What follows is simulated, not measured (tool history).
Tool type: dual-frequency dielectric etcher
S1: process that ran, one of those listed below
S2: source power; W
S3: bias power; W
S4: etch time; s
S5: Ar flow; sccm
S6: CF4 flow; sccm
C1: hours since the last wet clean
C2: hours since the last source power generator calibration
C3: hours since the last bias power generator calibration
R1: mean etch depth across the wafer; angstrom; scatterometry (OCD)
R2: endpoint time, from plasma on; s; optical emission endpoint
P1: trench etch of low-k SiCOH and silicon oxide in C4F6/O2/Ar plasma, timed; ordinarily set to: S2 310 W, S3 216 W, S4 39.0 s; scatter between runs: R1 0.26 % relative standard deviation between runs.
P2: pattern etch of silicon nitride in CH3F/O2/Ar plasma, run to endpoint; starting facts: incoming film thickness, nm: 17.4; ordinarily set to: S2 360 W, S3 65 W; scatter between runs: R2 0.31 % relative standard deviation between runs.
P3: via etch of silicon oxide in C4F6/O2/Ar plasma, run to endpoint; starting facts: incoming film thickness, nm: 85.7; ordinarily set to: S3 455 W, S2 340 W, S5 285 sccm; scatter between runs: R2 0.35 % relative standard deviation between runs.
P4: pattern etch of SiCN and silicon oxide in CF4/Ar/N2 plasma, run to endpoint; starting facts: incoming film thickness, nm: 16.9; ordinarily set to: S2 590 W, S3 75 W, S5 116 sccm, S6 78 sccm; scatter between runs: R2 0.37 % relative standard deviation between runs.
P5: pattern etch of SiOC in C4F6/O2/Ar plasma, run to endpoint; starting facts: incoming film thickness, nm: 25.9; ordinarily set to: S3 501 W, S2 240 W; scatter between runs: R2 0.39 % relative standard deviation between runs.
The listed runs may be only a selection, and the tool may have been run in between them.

Run 1, hour 5.2: S1 P1, S2 310 W, S3 216 W, S4 39.0 s; C1 141.8; C2 2735.0; C3 1142.5. Result: R1 1233.40 angstrom.
Run 2, hour 9.1: S1 P1, S2 310 W, S3 216 W, S4 39.0 s; C1 145.7; C2 2738.9; C3 1146.4. Result: R1 1237.10 angstrom.
Run 3, hour 13.3: S1 P3, S2 430 W, S3 455 W, S5 285 sccm; C1 149.9; C2 2743.1; C3 1150.6. Result: R2 18.7030 s.
Run 4, hour 18.6: S1 P4, S2 590 W, S3 75 W, S5 116 sccm, S6 106 sccm; C1 155.2; C2 2748.4; C3 1155.9. Result: R2 14.9090 s.
Run 5, hour 23.0: S1 P4, S2 590 W, S3 93 W, S5 116 sccm, S6 78 sccm; C1 159.6; C2 2752.8; C3 1160.3. Result: R2 14.4050 s.
Run 6, hour 27.3: S1 P1, S2 310 W, S3 216 W, S4 23.0 s; C1 163.9; C2 2757.1; C3 1164.6. Result: R1 727.68 angstrom.
Run 7, hour 31.3: S1 P2, S2 360 W, S3 65 W; C1 167.9; C2 2761.1; C3 1168.6. Result: R2 26.5470 s.
Run 8, hour 34.5: S1 P3, S2 340 W, S3 455 W, S5 285 sccm; C1 171.1; C2 2764.3; C3 1171.8. Result: R2 20.3510 s.
Run 9, hour 38.4: S1 P1, S2 310 W, S3 216 W, S4 39.0 s; C1 175.0; C2 2768.2; C3 1175.7. Result: R1 1233.40 angstrom.
Run 10, hour 41.6: S1 P1, S2 310 W, S3 216 W, S4 39.0 s; C1 178.2; C2 2771.4; C3 1178.9. Result: R1 1232.20 angstrom.
Run 11, hour 47.0: S1 P1, S2 440 W, S3 216 W, S4 39.0 s; C1 183.6; C2 2776.8; C3 1184.3. Result: R1 1413.10 angstrom.
Run 12, hour 50.2: S1 P3, S2 340 W, S3 455 W, S5 285 sccm; C1 186.8; C2 2780.0; C3 1187.5. Result: R2 20.3150 s.
Run 13, hour 52.9: S1 P2, S2 500 W, S3 65 W; C1 189.5; C2 2782.7; C3 1190.2. Result: R2 23.2730 s.
Run 14, hour 55.3: S1 P1, S2 310 W, S3 216 W, S4 47.5 s; C1 191.9; C2 2785.1; C3 1192.6. Result: R1 1504.60 angstrom.
Run 15, hour 58.2: S1 P1, S2 310 W, S3 216 W, S4 39.0 s; C1 194.8; C2 2788.0; C3 1195.5. Result: R1 1231.80 angstrom.
Run 16, hour 62.9: S1 P5, S2 320 W, S3 501 W; C1 199.5; C2 2792.7; C3 1200.2. Result: R2 9.3808 s.
Run 17, hour 66.0: S1 P1, S2 180 W, S3 216 W, S4 39.0 s; C1 202.6; C2 2795.8; C3 1203.3. Result: R1 1004.30 angstrom.
Run 18, hour 69.3: S1 P1, S2 310 W, S3 171 W, S4 39.0 s; C1 205.9; C2 2799.1; C3 1206.6. Result: R1 1142.60 angstrom.
Run 19, hour 72.6: S1 P2, S2 360 W, S3 87 W; C1 209.2; C2 2802.4; C3 1209.9. Result: R2 23.9500 s.
Run 20, hour 78.0: S1 P3, S2 340 W, S3 353 W, S5 285 sccm; C1 214.6; C2 2807.8; C3 1215.3. Result: R2 22.3890 s.
Run 21, hour 81.3: S1 P3, S2 340 W, S3 455 W, S5 170 sccm; C1 217.9; C2 2811.1; C3 1218.6. Result: R2 19.3530 s.
Run 22, hour 85.7: S1 P4, S2 810 W, S3 75 W, S5 116 sccm, S6 78 sccm; C1 222.3; C2 2815.5; C3 1223.0. Result: R2 11.7150 s.
Run 23, hour 89.7: S1 P4, S2 590 W, S3 75 W, S5 78 sccm, S6 78 sccm; C1 226.3; C2 2819.5; C3 1227.0. Result: R2 14.6630 s.
Run 24, hour 94.6: S1 P4, S2 590 W, S3 75 W, S5 116 sccm, S6 78 sccm; C1 231.2; C2 2824.4; C3 1231.9. Result: R2 15.6230 s.
Run 25, hour 98.7: S1 P2, S2 360 W, S3 65 W; C1 235.3; C2 2828.5; C3 1236.0. Result: R2 26.3030 s.
Run 26, hour 103.7: S1 P1, S2 310 W, S3 306 W, S4 39.0 s; C1 240.3; C2 2833.5; C3 1241.0. Result: R1 1394.60 angstrom.
Run 27, hour 107.7: S1 P1, S2 310 W, S3 216 W, S4 39.0 s; C1 244.3; C2 2837.5; C3 1245.0. Result: R1 1231.20 angstrom.
Run 28, hour 113.0: S1 P1, S2 230 W, S3 169 W, S4 39.0 s; C1 249.6; C2 2842.8; C3 1250.3. Result: R1 1015.90 angstrom.
Run 29, hour 116.9: S1 P1, S2 410 W, S3 265 W, S4 39.0 s; C1 253.5; C2 2846.7; C3 1254.2. Result: R1 1473.40 angstrom.
At hour 117.2: wet clean of the chamber.
Run 30, hour 120.1: S1 P1, S2 310 W, S3 216 W, S4 39.0 s; C1 2.9; C2 2849.9; C3 1257.4. Result: R1 1240.80 angstrom.
Run 31, hour 123.4: S1 P5, S2 240 W, S3 501 W; C1 6.2; C2 2853.2; C3 1260.7. Result: R2 10.4650 s.
Run 32, hour 127.2: S1 P5, S2 240 W, S3 631 W; C1 10.0; C2 2857.0; C3 1264.5. Result: R2 9.5857 s.
Run 33, hour 132.4: S1 P1, S2 310 W, S3 216 W, S4 39.0 s; C1 15.2; C2 2862.2; C3 1269.7. Result: R1 1234.60 angstrom.
Run 34, hour 135.8: S1 P1, S2 310 W, S3 216 W, S4 39.0 s; C1 18.6; C2 2865.6; C3 1273.1. Result: R1 1227.70 angstrom.
Run 35, hour 140.1: S1 P1, S2 310 W, S3 216 W, S4 39.0 s; C1 22.9; C2 2869.9; C3 1277.4. Result: R1 1224.90 angstrom.
Run 36, hour 143.6: S1 P1, S2 310 W, S3 216 W, S4 39.0 s; C1 26.4; C2 2873.4; C3 1280.9. Result: R1 1221.40 angstrom.
Run 37, hour 149.0: S1 P1, S2 310 W, S3 216 W, S4 39.0 s; C1 31.8; C2 2878.8; C3 1286.3. Result: R1 1220.70 angstrom.
Run 38, hour 152.5: S1 P1, S2 310 W, S3 216 W, S4 39.0 s; C1 35.3; C2 2882.3; C3 1289.8. Result: R1 1217.40 angstrom.
Run 39, hour 157.1: S1 P1, S2 310 W, S3 216 W, S4 39.0 s; C1 39.9; C2 2886.9; C3 1294.4. Result: R1 1216.20 angstrom.
At hour 158.3: wet clean of the chamber.
Run 40, hour 162.2: S1 P1, S2 310 W, S3 216 W, S4 39.0 s; C1 4.0; C2 2892.0; C3 1299.5. Result: R1 1217.30 angstrom.
Run 41, hour 167.2: S1 P1, S2 310 W, S3 216 W, S4 39.0 s; C1 9.0; C2 2897.0; C3 1304.5. Result: R1 1206.30 angstrom.
Run 42, hour 171.6: S1 P1, S2 310 W, S3 216 W, S4 39.0 s; C1 13.4; C2 2901.4; C3 1308.9. Result: R1 1210.20 angstrom.

The log shows P1 creeping away from where it was. Any of the 2 causes listed here, at the size stated for it, fits the log just as well as the others:
A: source power that arrives under what is set, % = 3.99
B: bias power that arrives under what is set, % = 4.59
Creep in the process output first set in at about hour 132.4.
All other causes, with the reason each is excluded:
chamber walls in a state that lowers the etch rate, %: was serviced at hour 158.3, once the creep was under way, yet the earlier output never came back

The 4 check runs listed below each average the results of 2 wafers, and their outcomes are marked with question marks. Under which run would the listed causes produce clearly different results?
Run check 1, hour 176.0: S1 P2, S2 450 W, S3 65 W. Result: R2 ?.
Run check 2, hour 176.0: S1 P3, S2 390 W, S3 455 W, S5 285 sccm. Result: R2 ?.
Run check 3, hour 176.0: S1 P4, S2 800 W, S3 87 W, S5 116 sccm, S6 78 sccm. Result: R2 ?.
Run check 4, hour 176.0: S1 P5, S2 240 W, S3 601 W. Result: R2 ?.

Expected result of each check under each candidate cause:
  check  result     if A     if B
check 1      R2  24.6140  24.6120
check 2      R2  19.6490  19.6930
check 3      R2  11.7150  11.4820
check 4      R2   9.8968   9.9322
Per-check spread between the two closest causes, in the result where they differ most: check 1 0.01 %; check 2 0.22 %; check 3 2.01 %; check 4 0.36 %
Of the check runs offered, only check 3 discriminates between the causes; the rest would read about the same regardless of which cause applies.

Check 3 was carried out, with these results: R2 11.7040 s. Which of the listed causes is responsible?

Of the candidate causes, it is A: source power that arrives under what is set, %.
